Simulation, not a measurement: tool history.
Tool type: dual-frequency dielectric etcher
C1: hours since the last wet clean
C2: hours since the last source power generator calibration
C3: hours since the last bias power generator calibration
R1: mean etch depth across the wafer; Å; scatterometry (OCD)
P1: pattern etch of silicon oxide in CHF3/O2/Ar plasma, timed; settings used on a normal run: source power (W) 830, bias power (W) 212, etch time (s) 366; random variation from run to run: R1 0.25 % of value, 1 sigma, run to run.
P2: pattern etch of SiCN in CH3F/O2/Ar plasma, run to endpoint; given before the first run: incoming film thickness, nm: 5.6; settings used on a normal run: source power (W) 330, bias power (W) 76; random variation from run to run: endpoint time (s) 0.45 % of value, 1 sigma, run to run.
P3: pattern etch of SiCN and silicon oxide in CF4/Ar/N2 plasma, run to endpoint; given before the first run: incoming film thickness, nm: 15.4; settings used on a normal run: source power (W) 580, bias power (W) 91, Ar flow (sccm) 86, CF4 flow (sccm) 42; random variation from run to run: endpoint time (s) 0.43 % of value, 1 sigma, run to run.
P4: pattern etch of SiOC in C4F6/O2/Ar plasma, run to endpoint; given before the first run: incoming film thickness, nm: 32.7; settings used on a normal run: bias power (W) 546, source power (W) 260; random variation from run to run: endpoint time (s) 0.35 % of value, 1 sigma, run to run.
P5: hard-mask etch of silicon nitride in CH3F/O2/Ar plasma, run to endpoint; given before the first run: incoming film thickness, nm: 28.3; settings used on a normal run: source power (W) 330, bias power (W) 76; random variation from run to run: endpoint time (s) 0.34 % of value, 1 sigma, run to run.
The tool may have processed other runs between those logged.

{"run": 1, "hour": 13.1, "process that ran": "P1", "source power (W)": 830, "bias power (W)": 212, "etch time (s)": 366, "C1": 437.5, "C2": 1481.7, "C3": 1940, "R1": 8717.9}
{"run": 2, "hour": 21.0, "process that ran": "P1", "source power (W)": 1100, "bias power (W)": 257, "etch time (s)": 366, "C1": 445.4, "C2": 1489.6, "C3": 1947.9, "R1": 10391}
{"run": 3, "hour": 30.7, "process that ran": "P1", "source power (W)": 830, "bias power (W)": 212, "etch time (s)": 366, "C1": 455.1, "C2": 1499.3, "C3": 1957.6, "R1": 8699.9}
{"run": 4, "hour": 42.4, "process that ran": "P2", "source power (W)": 330, "bias power (W)": 76, "C1": 466.8, "C2": 1511, "C3": 1969.3, "endpoint time (s)": 15.515}
{"run": 5, "hour": 49.0, "process that ran": "P2", "source power (W)": 330, "bias power (W)": 76, "C1": 473.4, "C2": 1517.6, "C3": 1975.9, "endpoint time (s)": 15.523}
{"run": 6, "hour": 59.3, "process that ran": "P3", "source power (W)": 580, "bias power (W)": 91, "Ar flow (sccm)": 86, "CF4 flow (sccm)": 42, "C1": 483.7, "C2": 1527.9, "C3": 1986.2, "endpoint time (s)": 13.54}
{"run": 7, "hour": 69.7, "process that ran": "P2", "source power (W)": 220, "bias power (W)": 76, "C1": 494.1, "C2": 1538.3, "C3": 1996.6, "endpoint time (s)": 18.224}
{"run": 8, "hour": 77.2, "process that ran": "P4", "source power (W)": 260, "bias power (W)": 546, "C1": 501.6, "C2": 1545.8, "C3": 2004.1, "endpoint time (s)": 12.914}
{"run": 9, "hour": 87.4, "process that ran": "P1", "source power (W)": 830, "bias power (W)": 212, "etch time (s)": 366, "C1": 511.8, "C2": 1556, "C3": 2014.3, "R1": 8705.2}
{"run": 10, "hour": 94.7, "process that ran": "P5", "source power (W)": 330, "bias power (W)": 76, "C1": 519.1, "C2": 1563.3, "C3": 2021.6, "endpoint time (s)": 42.322}
{"run": 11, "hour": 106.5, "process that ran": "P1", "source power (W)": 830, "bias power (W)": 300, "etch time (s)": 366, "C1": 530.9, "C2": 1575.1, "C3": 2033.4, "R1": 9794}
{"run": 12, "hour": 119.7, "process that ran": "P1", "source power (W)": 830, "bias power (W)": 156, "etch time (s)": 366, "C1": 544.1, "C2": 1588.3, "C3": 2046.6, "R1": 7859.8}
{"run": 13, "hour": 127.9, "process that ran": "P3", "source power (W)": 580, "bias power (W)": 91, "Ar flow (sccm)": 86, "CF4 flow (sccm)": 59, "C1": 552.3, "C2": 1596.5, "C3": 2054.8, "endpoint time (s)": 12.95}
{"run": 14, "hour": 137.7, "process that ran": "P1", "source power (W)": 610, "bias power (W)": 151, "etch time (s)": 366, "C1": 562.1, "C2": 1606.3, "C3": 2064.6, "R1": 6923.3}
{"run": 15, "hour": 150.0, "process that ran": "P1", "source power (W)": 830, "bias power (W)": 212, "etch time (s)": 366, "C1": 574.4, "C2": 1618.6, "C3": 2076.9, "R1": 8702.3}
{"run": 16, "hour": 162.5, "process that ran": "P1", "source power (W)": 830, "bias power (W)": 212, "etch time (s)": 534.5, "C1": 586.9, "C2": 1631.1, "C3": 2089.4, "R1": 12700}
{"hour": 171.8, "done": "wet clean of the chamber"}
{"run": 17, "hour": 173.1, "process that ran": "P1", "source power (W)": 830, "bias power (W)": 212, "etch time (s)": 366, "C1": 1.4, "C2": 1641.7, "C3": 2100, "R1": 8685}
{"run": 18, "hour": 179.2, "process that ran": "P1", "source power (W)": 1000, "bias power (W)": 212, "etch time (s)": 366, "C1": 7.5, "C2": 1647.8, "C3": 2106.1, "R1": 9383.2}
{"run": 19, "hour": 188.7, "process that ran": "P3", "source power (W)": 580, "bias power (W)": 110, "Ar flow (sccm)": 86, "CF4 flow (sccm)": 42, "C1": 17, "C2": 1657.3, "C3": 2115.6, "endpoint time (s)": 12.673}
{"run": 20, "hour": 196.6, "process that ran": "P2", "source power (W)": 330, "bias power (W)": 46, "C1": 24.9, "C2": 1665.2, "C3": 2123.5, "endpoint time (s)": 18.619}
{"run": 21, "hour": 207.0, "process that ran": "P4", "source power (W)": 160, "bias power (W)": 546, "C1": 35.3, "C2": 1675.6, "C3": 2133.9, "endpoint time (s)": 15.28}
{"run": 22, "hour": 220.5, "process that ran": "P4", "source power (W)": 260, "bias power (W)": 723, "C1": 48.8, "C2": 1689.1, "C3": 2147.4, "endpoint time (s)": 11.59}
{"run": 23, "hour": 233.2, "process that ran": "P5", "source power (W)": 330, "bias power (W)": 101, "C1": 61.5, "C2": 1701.8, "C3": 2160.1, "endpoint time (s)": 38.203}
{"run": 24, "hour": 246.1, "process that ran": "P1", "source power (W)": 640, "bias power (W)": 212, "etch time (s)": 366, "C1": 74.4, "C2": 1714.7, "C3": 2173, "R1": 7910.8}
{"run": 25, "hour": 256.5, "process that ran": "P3", "source power (W)": 580, "bias power (W)": 91, "Ar flow (sccm)": 121, "CF4 flow (sccm)": 42, "C1": 84.8, "C2": 1725.1, "C3": 2183.4, "endpoint time (s)": 14.289}
{"run": 26, "hour": 269.3, "process that ran": "P3", "source power (W)": 440, "bias power (W)": 91, "Ar flow (sccm)": 86, "CF4 flow (sccm)": 42, "C1": 97.6, "C2": 1737.9, "C3": 2196.2, "endpoint time (s)": 17.216}
{"run": 27, "hour": 280.6, "process that ran": "P1", "source power (W)": 830, "bias power (W)": 212, "etch time (s)": 206, "C1": 108.9, "C2": 1749.2, "C3": 2207.5, "R1": 4924.2}
{"run": 28, "hour": 288.1, "process that ran": "P5", "source power (W)": 460, "bias power (W)": 76, "C1": 116.4, "C2": 1756.7, "C3": 2215, "endpoint time (s)": 37.528}
{"run": 29, "hour": 297.9, "process that ran": "P1", "source power (W)": 830, "bias power (W)": 212, "etch time (s)": 366, "C1": 126.2, "C2": 1766.5, "C3": 2224.8, "R1": 8732.7}
{"run": 30, "hour": 311.4, "process that ran": "P1", "source power (W)": 830, "bias power (W)": 212, "etch time (s)": 366, "C1": 139.7, "C2": 1780, "C3": 2238.3, "R1": 8785.2}
{"run": 31, "hour": 320.5, "process that ran": "P1", "source power (W)": 830, "bias power (W)": 212, "etch time (s)": 366, "C1": 148.8, "C2": 1789.1, "C3": 2247.4, "R1": 8769.3}
{"run": 32, "hour": 333.3, "process that ran": "P1", "source power (W)": 830, "bias power (W)": 212, "etch time (s)": 366, "C1": 161.6, "C2": 1801.9, "C3": 2260.2, "R1": 8804.5}
{"run": 33, "hour": 344.6, "process that ran": "P1", "source power (W)": 830, "bias power (W)": 212, "etch time (s)": 366, "C1": 172.9, "C2": 1813.2, "C3": 2271.5, "R1": 8771.6}
{"run": 34, "hour": 351.3, "process that ran": "P1", "source power (W)": 830, "bias power (W)": 212, "etch time (s)": 366, "C1": 179.6, "C2": 1819.9, "C3": 2278.2, "R1": 8843.1}
{"run": 35, "hour": 357.2, "process that ran": "P1", "source power (W)": 830, "bias power (W)": 212, "etch time (s)": 366, "C1": 185.5, "C2": 1825.8, "C3": 2284.1, "R1": 8820.4}
{"run": 36, "hour": 368.2, "process that ran": "P1", "source power (W)": 830, "bias power (W)": 212, "etch time (s)": 366, "C1": 196.5, "C2": 1836.8, "C3": 2295.1, "R1": 8842.3}
{"hour": 369.4, "done": "wet clean of the chamber"}
{"run": 37, "hour": 375.0, "process that ran": "P1", "source power (W)": 830, "bias power (W)": 212, "etch time (s)": 366, "C1": 5.6, "C2": 1843.6, "C3": 2301.9, "R1": 8860.2}
{"run": 38, "hour": 383.8, "process that ran": "P1", "source power (W)": 830, "bias power (W)": 212, "etch time (s)": 366, "C1": 14.4, "C2": 1852.4, "C3": 2310.7, "R1": 8859.7}
{"run": 39, "hour": 397.6, "process that ran": "P1", "source power (W)": 830, "bias power (W)": 212, "etch time (s)": 366, "C1": 28.2, "C2": 1866.2, "C3": 2324.5, "R1": 8837.5}
{"run": 40, "hour": 408.6, "process that ran": "P1", "source power (W)": 830, "bias power (W)": 212, "etch time (s)": 366, "C1": 39.2, "C2": 1877.2, "C3": 2335.5, "R1": 8883.2}

The log shows P1 creeping away from where it was. Any of the 2 causes listed here, at the size stated for it, fits the log just as well as the others:
A: bias power that arrives over what is set, % = 4.86
B: source power that arrives over what is set, % = 4.34
The creep began at about hour 297.9.
Excluded causes, each with its reason:
chamber walls in a state that raises the etch rate, %: work on it at hour 369.4, done after the drift set in, did not restore what the process gave before

Which of the 4 check runs listed below, each an average over 3 wafers with its results shown as question marks, gives clearly different results under the different listed causes?
{"run": "check 1", "hour": 419.6, "process that ran": "P2", "source power (W)": 260, "bias power (W)": 76, "endpoint time (s)": "?"}
{"run": "check 2", "hour": 419.6, "process that ran": "P3", "source power (W)": 580, "bias power (W)": 91, "Ar flow (sccm)": 86, "CF4 flow (sccm)": 55, "endpoint time (s)": "?"}
{"run": "check 3", "hour": 419.6, "process that ran": "P4", "source power (W)": 170, "bias power (W)": 546, "endpoint time (s)": "?"}
{"run": "check 4", "hour": 419.6, "process that ran": "P5", "source power (W)": 460, "bias power (W)": 100, "endpoint time (s)": "?"}

If the cause were each of the candidates in turn, the checks would give the following:
check=check_1 result=endpoint_time_(s) if_A=16.8 if_B=16.83
check=check_2 result=endpoint_time_(s) if_A=12.798 if_B=12.539
check=check_3 result=endpoint_time_(s) if_A=14.774 if_B=14.822
check=check_4 result=endpoint_time_(s) if_A=33.266 if_B=33.315
How far apart the two closest causes lie, in the result that separates them most: check 1 0.18 %; check 2 2.05 %; check 3 0.33 %; check 4 0.15 %
Only in check 2 would the causes give clearly different results; in the remaining checks their results would be nearly the same.

Check 2 has now been run. It gave: endpoint time (s) 12.796. Which of the candidate causes is it?

It was cause A: bias power that arrives over what is set, %.
